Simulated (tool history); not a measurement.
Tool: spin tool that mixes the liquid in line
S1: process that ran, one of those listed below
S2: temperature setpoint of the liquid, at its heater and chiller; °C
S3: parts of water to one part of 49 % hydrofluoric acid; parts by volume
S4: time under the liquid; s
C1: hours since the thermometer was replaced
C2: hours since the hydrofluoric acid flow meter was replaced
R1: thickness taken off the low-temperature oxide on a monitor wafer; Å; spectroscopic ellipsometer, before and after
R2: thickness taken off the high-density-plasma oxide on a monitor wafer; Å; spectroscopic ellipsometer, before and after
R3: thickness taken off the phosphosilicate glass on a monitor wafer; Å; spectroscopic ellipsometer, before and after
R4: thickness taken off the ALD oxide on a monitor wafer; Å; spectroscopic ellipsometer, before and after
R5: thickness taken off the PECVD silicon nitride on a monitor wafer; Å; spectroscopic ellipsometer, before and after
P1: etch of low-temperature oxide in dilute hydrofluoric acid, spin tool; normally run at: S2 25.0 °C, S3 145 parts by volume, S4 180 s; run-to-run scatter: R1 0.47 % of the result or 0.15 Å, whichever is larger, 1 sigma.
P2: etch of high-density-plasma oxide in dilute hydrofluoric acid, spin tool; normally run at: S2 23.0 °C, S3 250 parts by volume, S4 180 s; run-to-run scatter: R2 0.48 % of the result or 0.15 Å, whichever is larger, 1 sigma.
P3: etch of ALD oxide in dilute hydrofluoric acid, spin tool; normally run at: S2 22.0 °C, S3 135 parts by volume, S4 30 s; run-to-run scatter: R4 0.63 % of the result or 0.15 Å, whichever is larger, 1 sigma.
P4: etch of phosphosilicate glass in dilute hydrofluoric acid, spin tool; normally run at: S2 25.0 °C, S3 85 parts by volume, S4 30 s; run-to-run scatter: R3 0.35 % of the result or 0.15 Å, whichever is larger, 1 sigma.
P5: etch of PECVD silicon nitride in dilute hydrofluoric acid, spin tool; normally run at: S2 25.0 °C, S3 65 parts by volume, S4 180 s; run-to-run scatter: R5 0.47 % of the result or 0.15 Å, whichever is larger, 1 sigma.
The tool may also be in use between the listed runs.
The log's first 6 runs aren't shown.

run	hour	S1	S2	S3	S4	C1	C2	R1	R2	R3	R4	R5
7	83.1	P1	25.0	145	305	367.6	421.1	369.39				
8	97.1	P4	25.0	85	30	381.6	435.1			282.85		
9	111.5	P1	25.0	240	180	396.0	449.5	118.49				
10	125.0	P2	17.0	250	180	409.5	463.0		42.933			
11	138.7	P5	25.0	65	15	423.2	476.7					8.098
12	154.6	P5	25.0	65	180	439.1	492.6					97.870
13	163.1	P1	25.0	145	180	447.6	501.1	217.87				
14	172.2	P3	29.5	135	30	456.7	510.2				61.639	
# hour 173.0: hydrofluoric acid flow meter replaced
15	188.5	P1	25.0	145	180	473.0	15.6	218.27				
16	197.7	P1	25.0	145	180	482.2	24.8	219.70				
17	209.7	P1	18.5	145	180	494.2	36.8	168.82				
18	221.2	P3	22.0	35	30	505.7	48.3				202.330	
19	230.0	P1	18.5	145	340	514.5	57.1	321.28				
20	238.9	P4	18.0	85	30	523.4	66.0			214.54		
21	250.7	P1	25.0	145	180	535.2	77.8	219.57				
22	258.7	P1	25.0	40	180	543.2	85.8	908.06				
23	275.2	P1	25.0	145	180	559.7	102.3	217.81				
24	286.2	P4	25.0	35	30	570.7	113.3			732.00		
25	293.8	P5	25.0	20	180	578.3	120.9					305.030
26	308.5	P5	19.0	65	180	593.0	135.6					64.415

Run 27 comes next. What will it give?
27	316.6	P3	22.0	135	15	601.1	143.7				?	

Run 27 gave R4 23.198 Å.

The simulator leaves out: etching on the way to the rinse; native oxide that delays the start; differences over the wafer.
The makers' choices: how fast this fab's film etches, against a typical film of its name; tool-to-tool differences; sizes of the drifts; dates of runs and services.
